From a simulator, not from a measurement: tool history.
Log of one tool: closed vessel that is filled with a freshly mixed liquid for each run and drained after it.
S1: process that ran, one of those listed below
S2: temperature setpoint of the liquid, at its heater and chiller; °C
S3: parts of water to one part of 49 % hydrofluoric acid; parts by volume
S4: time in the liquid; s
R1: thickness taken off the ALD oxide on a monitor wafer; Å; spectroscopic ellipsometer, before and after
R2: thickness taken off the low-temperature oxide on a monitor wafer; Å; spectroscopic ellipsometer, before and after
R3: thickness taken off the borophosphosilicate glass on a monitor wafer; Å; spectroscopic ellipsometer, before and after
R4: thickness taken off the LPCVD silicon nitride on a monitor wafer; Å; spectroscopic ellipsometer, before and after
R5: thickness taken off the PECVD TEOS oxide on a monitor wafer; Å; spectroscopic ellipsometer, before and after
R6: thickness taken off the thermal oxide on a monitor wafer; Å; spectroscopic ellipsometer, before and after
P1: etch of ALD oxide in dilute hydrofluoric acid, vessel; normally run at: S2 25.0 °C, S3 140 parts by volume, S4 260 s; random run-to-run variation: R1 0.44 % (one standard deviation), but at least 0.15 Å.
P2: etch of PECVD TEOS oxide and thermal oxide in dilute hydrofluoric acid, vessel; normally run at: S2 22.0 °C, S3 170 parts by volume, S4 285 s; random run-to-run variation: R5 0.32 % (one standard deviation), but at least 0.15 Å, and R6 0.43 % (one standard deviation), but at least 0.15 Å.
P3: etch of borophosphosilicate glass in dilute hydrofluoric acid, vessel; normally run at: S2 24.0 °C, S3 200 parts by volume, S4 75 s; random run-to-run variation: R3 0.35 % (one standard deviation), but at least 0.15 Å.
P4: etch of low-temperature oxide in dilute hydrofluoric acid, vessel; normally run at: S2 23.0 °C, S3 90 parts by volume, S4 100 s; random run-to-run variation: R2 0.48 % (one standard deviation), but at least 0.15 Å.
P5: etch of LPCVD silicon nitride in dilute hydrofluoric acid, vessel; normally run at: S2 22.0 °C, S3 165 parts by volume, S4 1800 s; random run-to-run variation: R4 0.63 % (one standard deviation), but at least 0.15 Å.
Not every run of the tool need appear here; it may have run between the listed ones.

run	hour	S1	S2	S3	S4	R1	R2	R3	R4	R5	R6
1	5.6	P1	25.0	140	260	188.740					
2	14.5	P4	23.0	145	100		74.697				
3	21.7	P4	30.0	90	100		169.630				
4	31.0	P3	24.0	200	130			210.800			
5	41.1	P1	29.5	230	260	121.980					
6	48.3	P5	22.0	165	290				7.2963		
7	54.4	P1	29.0	140	505	427.680					
8	60.5	P1	25.0	140	90	65.625					
9	69.5	P1	25.0	35	260	859.910					
10	74.2	P1	25.0	140	385	280.440					
11	83.6	P2	22.0	170	540					539.35	125.780
12	91.9	P5	17.0	165	1800				33.0770		
13	96.3	P3	24.0	200	75			121.310			
14	102.7	P5	22.0	165	1800				45.8160		
15	108.3	P4	23.0	90	100		127.070				
16	115.0	P3	17.0	200	75			93.386			
17	121.3	P4	23.0	90	100		127.440				
18	131.3	P2	22.0	40	285					1394.50	331.130
19	139.9	P1	25.0	140	260	191.010					
20	146.1	P5	22.0	40	1800				187.2400		
21	152.0	P4	23.0	90	30		38.410				
22	159.2	P1	25.0	140	260	188.490					
23	163.8	P1	25.0	140	260	190.090					
24	172.3	P1	25.0	225	260	107.300					
25	179.3	P5	22.0	165	1800				46.6180		
26	187.7	P2	22.0	170	285					284.02	66.442
27	196.2	P1	25.0	140	260	188.310					
28	205.4	P2	17.0	170	285					231.48	54.826
29	215.3	P3	24.0	270	75			84.037			
30	220.8	P1	32.5	140	260	251.710					
31	228.5	P1	19.0	140	260	149.720					
32	234.7	P1	25.0	140	260	188.630					
33	239.8	P1	25.0	140	260	185.240					
34	248.8	P1	25.0	140	260	181.200					
35	256.5	P1	25.0	140	260	179.020					
36	266.8	P1	25.0	140	260	177.990					
37	272.2	P1	25.0	140	260	177.190					
38	277.2	P1	25.0	140	260	175.200					
39	284.2	P1	25.0	140	260	176.690					
40	292.8	P1	25.0	140	260	176.050					

What P1 gives has crept off from where it sat before. The 2 causes that follow fit the log equally well, each at the size noted:
A: hydrofluoric acid flow below the setpoint (%) = 6.08
B: liquid colder than its thermometer reads (K) = 1.91
The creep began at about hour 234.7.

You are offered 4 check runs, listed below with question marks in place of their results; each one averages 3 wafers. Which run separates the listed causes by giving clearly different results for each?
check 1	301.4	P4	28.0	90	100		?				
check 2	301.4	P3	17.5	200	75			?			
check 3	301.4	P5	22.0	165	485				?		
check 4	301.4	P2	18.0	170	530					?	?

What each check would give under each cause:
check	result	if A	if B
check 1	R2	145.370	144.860
check 2	R3	87.774	87.607
check 3	R4	11.7110	10.9830
check 4	R5	419.34	417.65
check 4	R6	98.609	98.212
How far apart the two closest causes lie, in the result that separates them most: check 1 0.35 %; check 2 0.19 %; check 3 6.42 %; check 4 0.4 %
Check 3 distinguishes between the causes, while the remaining checks would return nearly the same result for all of them.

Check 3 was then run and gave: R4 11.8740 Å. Which cause is it?

It is A: hydrofluoric acid flow below the setpoint (%).

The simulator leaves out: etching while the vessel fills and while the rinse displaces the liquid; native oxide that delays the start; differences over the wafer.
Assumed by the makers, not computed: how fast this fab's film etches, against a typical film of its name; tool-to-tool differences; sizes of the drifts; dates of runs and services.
